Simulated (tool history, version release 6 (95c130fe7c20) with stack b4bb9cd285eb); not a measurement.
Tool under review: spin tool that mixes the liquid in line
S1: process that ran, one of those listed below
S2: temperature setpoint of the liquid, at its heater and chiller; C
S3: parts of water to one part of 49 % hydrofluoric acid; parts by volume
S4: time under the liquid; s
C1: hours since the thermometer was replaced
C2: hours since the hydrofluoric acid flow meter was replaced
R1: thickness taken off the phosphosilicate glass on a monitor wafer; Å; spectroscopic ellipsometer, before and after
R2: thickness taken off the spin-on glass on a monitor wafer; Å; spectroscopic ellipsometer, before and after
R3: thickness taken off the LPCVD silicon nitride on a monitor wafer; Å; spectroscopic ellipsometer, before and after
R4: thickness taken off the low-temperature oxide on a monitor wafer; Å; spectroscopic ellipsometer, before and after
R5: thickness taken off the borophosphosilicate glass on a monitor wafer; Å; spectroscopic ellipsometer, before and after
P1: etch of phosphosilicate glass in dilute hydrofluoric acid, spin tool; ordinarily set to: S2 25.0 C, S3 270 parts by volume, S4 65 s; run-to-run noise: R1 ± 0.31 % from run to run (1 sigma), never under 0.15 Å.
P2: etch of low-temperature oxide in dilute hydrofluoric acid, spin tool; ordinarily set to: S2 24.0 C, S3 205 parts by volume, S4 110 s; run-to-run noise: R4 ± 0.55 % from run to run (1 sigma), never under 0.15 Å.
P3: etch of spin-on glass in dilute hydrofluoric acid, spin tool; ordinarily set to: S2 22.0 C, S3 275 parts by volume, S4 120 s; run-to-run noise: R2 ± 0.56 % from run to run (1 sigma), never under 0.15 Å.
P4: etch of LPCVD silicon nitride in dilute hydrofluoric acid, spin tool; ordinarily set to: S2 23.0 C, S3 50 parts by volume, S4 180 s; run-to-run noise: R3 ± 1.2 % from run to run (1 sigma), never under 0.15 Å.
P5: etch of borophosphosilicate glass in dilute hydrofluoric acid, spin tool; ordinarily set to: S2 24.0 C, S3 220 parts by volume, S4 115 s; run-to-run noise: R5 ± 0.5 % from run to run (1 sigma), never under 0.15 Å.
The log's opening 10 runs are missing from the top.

{"run": 11, "hour": 102.7, "S1": "P3", "S2": 22.0, "S3": 275, "S4": 120, "C1": 666.2, "C2": 593.7, "R2": 69.956}
{"run": 12, "hour": 110.6, "S1": "P5", "S2": 24.0, "S3": 355, "S4": 115, "C1": 674.1, "C2": 601.6, "R5": 129.58}
{"run": 13, "hour": 122.7, "S1": "P1", "S2": 25.0, "S3": 270, "S4": 65, "C1": 686.2, "C2": 613.7, "R1": 122.28}
{"run": 14, "hour": 133.5, "S1": "P4", "S2": 23.0, "S3": 50, "S4": 15, "C1": 697.0, "C2": 624.5, "R3": 1.3399}
{"run": 15, "hour": 144.4, "S1": "P2", "S2": 24.0, "S3": 205, "S4": 45, "C1": 707.9, "C2": 635.4, "R4": 43.813}
{"run": 16, "hour": 150.6, "S1": "P2", "S2": 24.0, "S3": 205, "S4": 110, "C1": 714.1, "C2": 641.6, "R4": 108.99}
{"run": 17, "hour": 162.6, "S1": "P1", "S2": 25.0, "S3": 110, "S4": 65, "C1": 726.1, "C2": 653.6, "R1": 359.24}
{"run": 18, "hour": 171.0, "S1": "P1", "S2": 25.0, "S3": 270, "S4": 65, "C1": 734.5, "C2": 662.0, "R1": 121.5}
{"run": 19, "hour": 177.2, "S1": "P4", "S2": 23.0, "S3": 50, "S4": 180, "C1": 740.7, "C2": 668.2, "R3": 16.471}
{"run": 20, "hour": 184.1, "S1": "P1", "S2": 30.5, "S3": 270, "S4": 65, "C1": 747.6, "C2": 675.1, "R1": 146.93}
{"run": 21, "hour": 194.0, "S1": "P5", "S2": 24.0, "S3": 220, "S4": 205, "C1": 757.5, "C2": 685.0, "R5": 432.11}
{"run": 22, "hour": 202.6, "S1": "P1", "S2": 25.0, "S3": 270, "S4": 130, "C1": 766.1, "C2": 693.6, "R1": 243.4}
{"run": 23, "hour": 215.2, "S1": "P5", "S2": 24.0, "S3": 220, "S4": 115, "C1": 778.7, "C2": 706.2, "R5": 239.59}
{"run": 24, "hour": 223.9, "S1": "P1", "S2": 25.0, "S3": 270, "S4": 65, "C1": 787.4, "C2": 714.9, "R1": 122.14}
{"run": 25, "hour": 231.2, "S1": "P1", "S2": 25.0, "S3": 270, "S4": 65, "C1": 794.7, "C2": 722.2, "R1": 122.08}
{"run": 26, "hour": 244.0, "S1": "P1", "S2": 19.0, "S3": 270, "S4": 65, "C1": 807.5, "C2": 735.0, "R1": 98.024}

Expected results for the next run?
{"run": 27, "hour": 249.7, "S1": "P2", "S2": 27.5, "S3": 205, "S4": 110, "C1": 813.2, "C2": 740.7, "R4": "?"}

R4: 121.330 Å

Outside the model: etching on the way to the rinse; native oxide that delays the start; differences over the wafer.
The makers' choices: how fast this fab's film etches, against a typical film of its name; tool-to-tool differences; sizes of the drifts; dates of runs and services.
